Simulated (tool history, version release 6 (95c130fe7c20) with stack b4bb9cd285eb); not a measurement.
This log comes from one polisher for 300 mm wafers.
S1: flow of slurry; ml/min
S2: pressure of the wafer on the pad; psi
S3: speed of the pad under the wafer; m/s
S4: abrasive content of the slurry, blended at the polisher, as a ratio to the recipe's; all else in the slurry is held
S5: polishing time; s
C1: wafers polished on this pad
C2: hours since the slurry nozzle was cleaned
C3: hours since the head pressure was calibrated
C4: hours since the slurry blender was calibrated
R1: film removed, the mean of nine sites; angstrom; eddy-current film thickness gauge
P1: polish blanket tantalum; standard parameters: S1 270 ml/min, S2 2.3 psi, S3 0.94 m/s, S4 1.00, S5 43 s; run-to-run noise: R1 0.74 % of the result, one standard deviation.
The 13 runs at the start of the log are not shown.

Run 14, hour 139.2: S1 270 ml/min, S2 2.3 psi, S3 0.94 m/s, S4 1.00, S5 43 s; C1 3215; C2 171.1; C3 447.2; C4 199.4. Result: R1 657.92 angstrom.
Run 15, hour 149.9: S1 270 ml/min, S2 2.3 psi, S3 0.94 m/s, S4 1.00, S5 43 s; C1 3387; C2 181.8; C3 457.9; C4 210.1. Result: R1 656.38 angstrom.
Run 16, hour 161.1: S1 395 ml/min, S2 2.3 psi, S3 0.94 m/s, S4 1.00, S5 43 s; C1 3568; C2 193.0; C3 469.1; C4 221.3. Result: R1 668.49 angstrom.
Run 17, hour 173.0: S1 270 ml/min, S2 2.3 psi, S3 0.94 m/s, S4 1.00, S5 43 s; C1 3760; C2 204.9; C3 481.0; C4 233.2. Result: R1 663.22 angstrom.
Run 18, hour 186.4: S1 270 ml/min, S2 2.3 psi, S3 0.94 m/s, S4 1.00, S5 23 s; C1 3976; C2 218.3; C3 494.4; C4 246.6. Result: R1 349.39 angstrom.
Run 19, hour 194.7: S1 270 ml/min, S2 3.6 psi, S3 0.94 m/s, S4 1.00, S5 43 s; C1 4110; C2 226.6; C3 502.7; C4 254.9. Result: R1 1025.30 angstrom.
Run 20, hour 208.1: S1 355 ml/min, S2 3.3 psi, S3 0.94 m/s, S4 1.00, S5 43 s; C1 4326; C2 240.0; C3 516.1; C4 268.3. Result: R1 966.09 angstrom.
Run 21, hour 217.1: S1 270 ml/min, S2 2.3 psi, S3 0.94 m/s, S4 1.00, S5 43 s; C1 4472; C2 249.0; C3 525.1; C4 277.3. Result: R1 657.94 angstrom.
Run 22, hour 229.6: S1 270 ml/min, S2 2.3 psi, S3 0.94 m/s, S4 1.00, S5 43 s; C1 4673; C2 261.5; C3 537.6; C4 289.8. Result: R1 639.37 angstrom.
Run 23, hour 240.5: S1 270 ml/min, S2 2.3 psi, S3 0.94 m/s, S4 1.00, S5 43 s; C1 4849; C2 272.4; C3 548.5; C4 300.7. Result: R1 611.27 angstrom.
Run 24, hour 253.6: S1 270 ml/min, S2 2.3 psi, S3 0.94 m/s, S4 1.00, S5 43 s; C1 5061; C2 285.5; C3 561.6; C4 313.8. Result: R1 598.91 angstrom.
At hour 259.2: head pressure recalibrated.
At hour 260.4: slurry nozzle cleaned.
Run 25, hour 263.2: S1 270 ml/min, S2 2.3 psi, S3 0.94 m/s, S4 1.00, S5 43 s; C1 5216; C2 2.9; C3 4.1; C4 323.4. Result: R1 591.41 angstrom.
Run 26, hour 272.8: S1 270 ml/min, S2 2.3 psi, S3 0.94 m/s, S4 1.00, S5 43 s; C1 5370; C2 12.5; C3 13.7; C4 333.0. Result: R1 602.36 angstrom.
Run 27, hour 282.8: S1 270 ml/min, S2 2.3 psi, S3 0.94 m/s, S4 1.00, S5 43 s; C1 5532; C2 22.5; C3 23.7; C4 343.0. Result: R1 591.42 angstrom.
Run 28, hour 289.6: S1 270 ml/min, S2 2.3 psi, S3 0.94 m/s, S4 1.00, S5 43 s; C1 5642; C2 29.3; C3 30.5; C4 349.8. Result: R1 582.31 angstrom.
Run 29, hour 296.7: S1 270 ml/min, S2 2.3 psi, S3 0.94 m/s, S4 1.00, S5 43 s; C1 5756; C2 36.4; C3 37.6; C4 356.9. Result: R1 592.62 angstrom.
Run 30, hour 303.5: S1 270 ml/min, S2 2.3 psi, S3 0.94 m/s, S4 1.00, S5 43 s; C1 5866; C2 43.2; C3 44.4; C4 363.7. Result: R1 589.50 angstrom.

Run 31 has not been measured yet. What should we expect?
Run 31, hour 315.1: S1 270 ml/min, S2 2.3 psi, S3 0.94 m/s, S4 1.00, S5 43 s; C1 6053; C2 54.8; C3 56.0; C4 375.3. Result: R1 ?.

R1: 585.78 angstrom
